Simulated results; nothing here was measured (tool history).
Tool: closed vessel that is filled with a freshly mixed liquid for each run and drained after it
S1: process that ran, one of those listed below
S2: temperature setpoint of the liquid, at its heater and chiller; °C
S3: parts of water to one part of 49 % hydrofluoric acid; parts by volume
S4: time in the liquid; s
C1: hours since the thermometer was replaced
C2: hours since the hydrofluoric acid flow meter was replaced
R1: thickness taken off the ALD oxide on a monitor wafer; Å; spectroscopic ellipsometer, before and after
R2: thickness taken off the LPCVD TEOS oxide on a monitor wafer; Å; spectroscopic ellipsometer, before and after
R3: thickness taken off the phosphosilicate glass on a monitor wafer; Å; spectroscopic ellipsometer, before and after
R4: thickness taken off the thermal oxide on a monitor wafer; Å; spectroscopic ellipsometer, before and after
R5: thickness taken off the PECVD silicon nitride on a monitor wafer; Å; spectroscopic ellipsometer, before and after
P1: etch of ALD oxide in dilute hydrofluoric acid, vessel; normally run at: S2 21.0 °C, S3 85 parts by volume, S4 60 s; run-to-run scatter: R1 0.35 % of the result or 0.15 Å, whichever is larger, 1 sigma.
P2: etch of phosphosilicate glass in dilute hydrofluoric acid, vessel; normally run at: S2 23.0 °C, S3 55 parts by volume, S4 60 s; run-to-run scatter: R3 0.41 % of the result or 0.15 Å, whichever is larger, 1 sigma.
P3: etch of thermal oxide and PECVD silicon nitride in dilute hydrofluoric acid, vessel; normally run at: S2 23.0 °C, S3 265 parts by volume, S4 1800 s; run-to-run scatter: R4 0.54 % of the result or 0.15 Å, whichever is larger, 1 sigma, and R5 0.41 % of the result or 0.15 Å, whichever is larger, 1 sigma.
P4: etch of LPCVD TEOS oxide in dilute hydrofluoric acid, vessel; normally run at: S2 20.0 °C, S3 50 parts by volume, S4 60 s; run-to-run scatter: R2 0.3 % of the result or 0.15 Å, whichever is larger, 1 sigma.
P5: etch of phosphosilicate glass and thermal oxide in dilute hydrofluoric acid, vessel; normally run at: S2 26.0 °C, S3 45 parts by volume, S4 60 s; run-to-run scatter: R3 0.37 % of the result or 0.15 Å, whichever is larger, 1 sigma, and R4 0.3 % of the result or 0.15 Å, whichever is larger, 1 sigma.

run	hour	S1	S2	S3	S4	C1	C2	R1	R2	R3	R4	R5
1	8.2	P1	21.0	85	60	603.6	443.6	151.590				
2	13.2	P4	20.0	90	60	608.6	448.6		197.82			
3	20.7	P1	25.5	85	60	616.1	456.1	182.130				
4	24.8	P2	23.0	55	60	620.2	460.2			669.94		
5	30.3	P5	26.0	45	60	625.7	465.7			1815.50	73.329	
6	36.8	P1	17.0	35	60	632.2	472.2	331.160				
7	44.4	P5	26.0	45	90	639.8	479.8			2724.40	108.610	
8	52.0	P4	17.0	50	60	647.4	487.4		327.36			
9	60.2	P2	23.0	55	60	655.6	495.6			669.00		
10	68.2	P3	23.0	265	1800	663.6	503.6				265.850	137.500
11	72.6	P1	21.0	85	60	668.0	508.0	152.320				
12	78.9	P4	20.0	50	95	674.3	514.3		588.00			
13	87.1	P2	17.0	55	60	682.5	522.5			524.77		
14	94.9	P1	21.0	85	60	690.3	530.3	152.170				
15	100.6	P1	21.0	85	90	696.0	536.0	229.690				
16	106.4	P2	23.0	95	60	701.8	541.8			367.31		
17	114.4	P1	21.0	85	60	709.8	549.8	152.950				
18	123.0	P1	17.5	85	60	718.4	558.4	132.180				
19	131.3	P3	23.0	265	700	726.7	566.7				103.210	53.317
20	139.3	P1	21.0	85	60	734.7	574.7	153.190				
21	143.7	P5	18.5	45	60	739.1	579.1			1333.30	52.911	
22	148.0	P2	23.0	55	30	743.4	583.4			334.69		
23	151.8	P1	21.0	135	60	747.2	587.2	91.013				
24	158.4	P1	21.0	25	60	753.8	593.8	558.290				
25	162.7	P3	17.0	265	1800	758.1	598.1				212.700	93.879
26	168.2	P1	21.0	85	30	763.6	603.6	76.474				
27	176.4	P5	26.0	75	60	771.8	611.8			1041.40	42.141	
28	184.7	P3	23.0	125	1800	780.1	620.1				654.110	287.480
29	191.8	P1	21.0	85	60	787.2	627.2	153.120				
30	197.2	P4	20.0	50	60	792.6	632.6		371.45			
31	204.1	P1	21.0	85	60	799.5	639.5	152.940				
32	209.5	P1	21.0	85	60	804.9	644.9	149.600				
33	213.4	P1	21.0	85	60	808.8	648.8	147.780				
34	220.5	P1	21.0	85	60	815.9	655.9	146.640				
35	226.4	P1	21.0	85	60	821.8	661.8	145.200				
36	232.2	P1	21.0	85	60	827.6	667.6	144.440				
37	236.4	P1	21.0	85	60	831.8	671.8	145.070				
38	240.9	P1	21.0	85	60	836.3	676.3	144.110				
39	246.4	P1	21.0	85	60	841.8	681.8	143.130				
40	250.9	P1	21.0	85	60	846.3	686.3	143.820				
41	256.7	P1	21.0	85	60	852.1	692.1	143.860				
42	262.1	P1	21.0	85	60	857.5	697.5	143.010				

What P1 gives has crept away from where it was. These 2 causes fit the log equally well, each at the size given:
A: liquid colder than its thermometer reads (K) = 1.5
B: hydrofluoric acid flow below the setpoint (%) = 5.47
The creep began at about hour 204.1.

4 check runs are offered, one wafer each, their results left as question marks. Which one tells the causes apart?
check 1	267.5	P4	20.0	85	85				?			
check 2	267.5	P2	19.0	55	60					?		
check 3	267.5	P3	18.0	265	1800						?	?
check 4	267.5	P5	19.5	45	60					?	?	

What each check would give under each cause:
check	result	if A	if B
check 1	R2	279.73	279.94
check 2	R3	531.08	533.46
check 3	R4	208.510	206.030
check 3	R5	90.288	94.457
check 4	R3	1300.40	1307.30
check 4	R4	52.129	52.406
How far apart the two closest causes lie, in the result that separates them most: check 1 0.08 %; check 2 0.45 %; check 3 4.51 %; check 4 0.53 %
Only check 3 tells the causes apart: in the others they would give nearly the same result.

Check 3 was then run and gave: R4 206.950 Å; R5 94.814 Å. Which cause is it?

It is B: hydrofluoric acid flow below the setpoint (%).

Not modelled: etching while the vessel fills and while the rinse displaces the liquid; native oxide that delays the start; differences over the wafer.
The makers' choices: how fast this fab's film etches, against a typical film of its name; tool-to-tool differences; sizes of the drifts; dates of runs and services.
